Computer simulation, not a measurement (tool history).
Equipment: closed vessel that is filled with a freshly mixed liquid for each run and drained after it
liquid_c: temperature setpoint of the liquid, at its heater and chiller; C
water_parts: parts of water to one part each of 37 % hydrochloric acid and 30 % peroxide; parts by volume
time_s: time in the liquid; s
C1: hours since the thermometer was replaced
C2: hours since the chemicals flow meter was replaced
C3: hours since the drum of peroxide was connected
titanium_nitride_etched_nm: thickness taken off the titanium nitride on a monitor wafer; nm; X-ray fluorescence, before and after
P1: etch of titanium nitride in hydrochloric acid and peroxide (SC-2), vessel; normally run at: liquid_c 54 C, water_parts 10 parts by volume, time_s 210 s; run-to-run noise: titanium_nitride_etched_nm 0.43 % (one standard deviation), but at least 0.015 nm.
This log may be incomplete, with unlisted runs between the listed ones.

Run 1, day 0.525: liquid_c 54 C, water_parts 10 parts by volume, time_s 210 s; C1 1002.8; C2 1370.2; C3 381. Result: titanium_nitride_etched_nm 4.8938 nm.
Run 2, day 0.846: liquid_c 54 C, water_parts 10 parts by volume, time_s 210 s; C1 1010.5; C2 1377.9; C3 388.7. Result: titanium_nitride_etched_nm 4.9007 nm.
Run 3, day 1.242: liquid_c 54 C, water_parts 16.5 parts by volume, time_s 85 s; C1 1020; C2 1387.4; C3 398.2. Result: titanium_nitride_etched_nm 1.3002 nm.
Run 4, day 1.588: liquid_c 54 C, water_parts 10 parts by volume, time_s 80 s; C1 1028.3; C2 1395.7; C3 406.5. Result: titanium_nitride_etched_nm 1.8681 nm.
Run 5, day 2.254: liquid_c 39.5 C, water_parts 10 parts by volume, time_s 210 s; C1 1044.3; C2 1411.7; C3 422.5. Result: titanium_nitride_etched_nm 1.8697 nm.
Run 6, day 2.817: liquid_c 54 C, water_parts 10 parts by volume, time_s 420 s; C1 1057.8; C2 1425.2; C3 436. Result: titanium_nitride_etched_nm 9.8434 nm.
Run 7, day 3.4: liquid_c 54 C, water_parts 16.5 parts by volume, time_s 210 s; C1 1071.8; C2 1439.2; C3 450. Result: titanium_nitride_etched_nm 3.1914 nm.
Run 8, day 3.95: liquid_c 54 C, water_parts 10 parts by volume, time_s 210 s; C1 1085; C2 1452.4; C3 463.2. Result: titanium_nitride_etched_nm 4.9372 nm.
Run 9, day 4.346: liquid_c 54 C, water_parts 10 parts by volume, time_s 210 s; C1 1094.5; C2 1461.9; C3 472.7. Result: titanium_nitride_etched_nm 4.8963 nm.
Run 10, day 4.875: liquid_c 54 C, water_parts 5.5 parts by volume, time_s 290 s; C1 1107.2; C2 1474.6; C3 485.4. Result: titanium_nitride_etched_nm 10.866 nm.
Run 11, day 5.396: liquid_c 54 C, water_parts 10 parts by volume, time_s 210 s; C1 1119.7; C2 1487.1; C3 497.9. Result: titanium_nitride_etched_nm 4.8935 nm.
Run 12, day 5.95: liquid_c 69 C, water_parts 10 parts by volume, time_s 210 s; C1 1133; C2 1500.4; C3 511.2. Result: titanium_nitride_etched_nm 12.453 nm.
At day 6.2: thermometer replaced.
Run 13, day 6.592: liquid_c 54 C, water_parts 10 parts by volume, time_s 210 s; C1 9.4; C2 1515.8; C3 526.6. Result: titanium_nitride_etched_nm 4.8995 nm.
Run 14, day 7.258: liquid_c 54 C, water_parts 4 parts by volume, time_s 210 s; C1 25.4; C2 1531.8; C3 542.6. Result: titanium_nitride_etched_nm 9.7672 nm.
Run 15, day 7.8: liquid_c 54 C, water_parts 10 parts by volume, time_s 210 s; C1 38.4; C2 1544.8; C3 555.6. Result: titanium_nitride_etched_nm 4.8858 nm.
Run 16, day 8.396: liquid_c 54 C, water_parts 10 parts by volume, time_s 210 s; C1 52.7; C2 1559.1; C3 569.9. Result: titanium_nitride_etched_nm 4.7443 nm.
Run 17, day 8.725: liquid_c 54 C, water_parts 10 parts by volume, time_s 210 s; C1 60.6; C2 1567; C3 577.8. Result: titanium_nitride_etched_nm 4.6931 nm.

Run 18, settings as shown, results not yet in. Your forecast:
Run 18, day 9.096: liquid_c 54 C, water_parts 10 parts by volume, time_s 210 s; C1 69.5; C2 1575.9; C3 586.7. Result: titanium_nitride_etched_nm ?.

For run 18 the tool returned titanium_nitride_etched_nm 4.6706 nm.
